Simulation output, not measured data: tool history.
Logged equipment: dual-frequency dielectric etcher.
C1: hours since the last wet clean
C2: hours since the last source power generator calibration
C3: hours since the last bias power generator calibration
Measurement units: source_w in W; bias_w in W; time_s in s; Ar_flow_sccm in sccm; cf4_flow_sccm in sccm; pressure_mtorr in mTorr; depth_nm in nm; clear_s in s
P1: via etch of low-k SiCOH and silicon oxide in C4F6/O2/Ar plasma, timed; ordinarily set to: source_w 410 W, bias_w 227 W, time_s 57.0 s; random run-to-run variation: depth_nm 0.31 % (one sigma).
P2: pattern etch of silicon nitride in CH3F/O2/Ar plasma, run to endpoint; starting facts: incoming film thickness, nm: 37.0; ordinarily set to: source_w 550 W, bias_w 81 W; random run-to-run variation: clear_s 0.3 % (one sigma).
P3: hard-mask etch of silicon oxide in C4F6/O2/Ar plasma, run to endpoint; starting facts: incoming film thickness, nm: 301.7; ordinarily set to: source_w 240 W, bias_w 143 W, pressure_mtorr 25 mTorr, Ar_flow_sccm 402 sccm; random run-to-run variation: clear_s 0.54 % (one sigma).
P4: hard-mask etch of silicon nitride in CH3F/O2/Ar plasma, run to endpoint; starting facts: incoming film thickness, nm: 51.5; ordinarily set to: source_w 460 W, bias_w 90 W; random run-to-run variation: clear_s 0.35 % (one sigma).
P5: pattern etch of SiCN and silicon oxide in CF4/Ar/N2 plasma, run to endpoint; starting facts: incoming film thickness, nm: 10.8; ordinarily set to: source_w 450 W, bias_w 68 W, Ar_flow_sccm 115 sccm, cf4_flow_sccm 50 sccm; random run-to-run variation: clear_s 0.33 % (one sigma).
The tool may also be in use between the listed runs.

{"run": 1, "day": 0.112, "process": "P1", "source_w": 410, "bias_w": 227, "time_s": 57.0, "C1": 167.8, "C2": 1468.7, "C3": 1784.6, "depth_nm": 158.88}
{"run": 2, "day": 0.254, "process": "P1", "source_w": 410, "bias_w": 303, "time_s": 57.0, "C1": 171.2, "C2": 1472.1, "C3": 1788.0, "depth_nm": 175.43}
{"run": 3, "day": 0.412, "process": "P2", "source_w": 550, "bias_w": 81, "C1": 175.0, "C2": 1475.9, "C3": 1791.8, "clear_s": 44.879}
{"run": 4, "day": 0.579, "process": "P4", "source_w": 460, "bias_w": 90, "C1": 179.0, "C2": 1479.9, "C3": 1795.8, "clear_s": 65.123}
{"run": 5, "day": 0.75, "process": "P1", "source_w": 410, "bias_w": 227, "time_s": 57.0, "C1": 183.1, "C2": 1484.0, "C3": 1799.9, "depth_nm": 159.16}
{"run": 6, "day": 0.862, "process": "P5", "source_w": 450, "bias_w": 68, "Ar_flow_sccm": 115, "cf4_flow_sccm": 36, "C1": 185.8, "C2": 1486.7, "C3": 1802.6, "clear_s": 14.743}
{"run": 7, "day": 0.95, "process": "P1", "source_w": 410, "bias_w": 227, "time_s": 36.0, "C1": 187.9, "C2": 1488.8, "C3": 1804.7, "depth_nm": 100.4}
{"run": 8, "day": 1.083, "process": "P3", "source_w": 240, "bias_w": 143, "Ar_flow_sccm": 402, "pressure_mtorr": 25, "C1": 191.1, "C2": 1492.0, "C3": 1807.9, "clear_s": 125.54}
{"day": 1.196, "done": "wet clean of the chamber"}
{"run": 9, "day": 1.246, "process": "P4", "source_w": 460, "bias_w": 90, "C1": 1.2, "C2": 1495.9, "C3": 1811.8, "clear_s": 65.324}
{"run": 10, "day": 1.338, "process": "P3", "source_w": 340, "bias_w": 143, "Ar_flow_sccm": 402, "pressure_mtorr": 25, "C1": 3.4, "C2": 1498.1, "C3": 1814.0, "clear_s": 110.78}
{"run": 11, "day": 1.467, "process": "P1", "source_w": 410, "bias_w": 227, "time_s": 57.0, "C1": 6.5, "C2": 1501.2, "C3": 1817.1, "depth_nm": 158.64}
{"run": 12, "day": 1.612, "process": "P4", "source_w": 460, "bias_w": 59, "C1": 10.0, "C2": 1504.7, "C3": 1820.6, "clear_s": 75.006}
{"run": 13, "day": 1.733, "process": "P5", "source_w": 330, "bias_w": 68, "Ar_flow_sccm": 115, "cf4_flow_sccm": 50, "C1": 12.9, "C2": 1507.6, "C3": 1823.5, "clear_s": 18.254}
{"run": 14, "day": 1.817, "process": "P2", "source_w": 690, "bias_w": 81, "C1": 14.9, "C2": 1509.6, "C3": 1825.5, "clear_s": 41.137}
{"run": 15, "day": 1.979, "process": "P1", "source_w": 250, "bias_w": 227, "time_s": 57.0, "C1": 18.8, "C2": 1513.5, "C3": 1829.4, "depth_nm": 130.94}
{"run": 16, "day": 2.088, "process": "P1", "source_w": 410, "bias_w": 227, "time_s": 57.0, "C1": 21.4, "C2": 1516.1, "C3": 1832.0, "depth_nm": 158.78}
{"run": 17, "day": 2.217, "process": "P1", "source_w": 560, "bias_w": 227, "time_s": 57.0, "C1": 24.5, "C2": 1519.2, "C3": 1835.1, "depth_nm": 180.04}
{"run": 18, "day": 2.371, "process": "P2", "source_w": 550, "bias_w": 114, "C1": 28.2, "C2": 1522.9, "C3": 1838.8, "clear_s": 39.621}
{"run": 19, "day": 2.521, "process": "P5", "source_w": 450, "bias_w": 68, "Ar_flow_sccm": 115, "cf4_flow_sccm": 50, "C1": 31.8, "C2": 1526.5, "C3": 1842.4, "clear_s": 13.959}
{"run": 20, "day": 2.679, "process": "P3", "source_w": 240, "bias_w": 143, "Ar_flow_sccm": 402, "pressure_mtorr": 34, "C1": 35.6, "C2": 1530.3, "C3": 1846.2, "clear_s": 130.79}
{"run": 21, "day": 2.792, "process": "P1", "source_w": 410, "bias_w": 277, "time_s": 79.0, "C1": 38.3, "C2": 1533.0, "C3": 1848.9, "depth_nm": 236.63}
{"run": 22, "day": 2.883, "process": "P5", "source_w": 450, "bias_w": 68, "Ar_flow_sccm": 115, "cf4_flow_sccm": 50, "C1": 40.5, "C2": 1535.2, "C3": 1851.1, "clear_s": 13.899}
{"run": 23, "day": 2.996, "process": "P1", "source_w": 410, "bias_w": 158, "time_s": 57.0, "C1": 43.2, "C2": 1537.9, "C3": 1853.8, "depth_nm": 142.18}
{"run": 24, "day": 3.171, "process": "P5", "source_w": 450, "bias_w": 44, "Ar_flow_sccm": 115, "cf4_flow_sccm": 50, "C1": 47.4, "C2": 1542.1, "C3": 1858.0, "clear_s": 16.198}
{"run": 25, "day": 3.25, "process": "P1", "source_w": 410, "bias_w": 268, "time_s": 44.0, "C1": 49.3, "C2": 1544.0, "C3": 1859.9, "depth_nm": 129.52}
{"run": 26, "day": 3.4, "process": "P1", "source_w": 410, "bias_w": 227, "time_s": 82.5, "C1": 52.9, "C2": 1547.6, "C3": 1863.5, "depth_nm": 230.83}
{"run": 27, "day": 3.517, "process": "P3", "source_w": 240, "bias_w": 143, "Ar_flow_sccm": 479, "pressure_mtorr": 25, "C1": 55.7, "C2": 1550.4, "C3": 1866.3, "clear_s": 128.96}
{"run": 28, "day": 3.629, "process": "P1", "source_w": 410, "bias_w": 227, "time_s": 57.0, "C1": 58.4, "C2": 1553.1, "C3": 1869.0, "depth_nm": 158.76}
{"run": 29, "day": 3.779, "process": "P5", "source_w": 450, "bias_w": 68, "Ar_flow_sccm": 90, "cf4_flow_sccm": 50, "C1": 62.0, "C2": 1556.7, "C3": 1872.6, "clear_s": 13.362}
{"run": 30, "day": 3.946, "process": "P4", "source_w": 650, "bias_w": 90, "C1": 66.0, "C2": 1560.7, "C3": 1876.6, "clear_s": 57.149}
{"run": 31, "day": 4.088, "process": "P1", "source_w": 410, "bias_w": 227, "time_s": 57.0, "C1": 69.4, "C2": 1564.1, "C3": 1880.0, "depth_nm": 158.68}
{"run": 32, "day": 4.167, "process": "P3", "source_w": 240, "bias_w": 203, "Ar_flow_sccm": 402, "pressure_mtorr": 25, "C1": 71.3, "C2": 1566.0, "C3": 1881.9, "clear_s": 112.88}
{"run": 33, "day": 4.283, "process": "P1", "source_w": 560, "bias_w": 269, "time_s": 57.0, "C1": 74.1, "C2": 1568.8, "C3": 1884.7, "depth_nm": 188.84}
{"run": 34, "day": 4.412, "process": "P1", "source_w": 410, "bias_w": 227, "time_s": 57.0, "C1": 77.2, "C2": 1571.9, "C3": 1887.8, "depth_nm": 158.43}

Run 35 has not been measured yet. What should we expect?
{"run": 35, "day": 4.492, "process": "P1", "source_w": 410, "bias_w": 227, "time_s": 57.0, "C1": 79.1, "C2": 1573.8, "C3": 1889.7, "depth_nm": "?"}

depth_nm: 158.90 nm
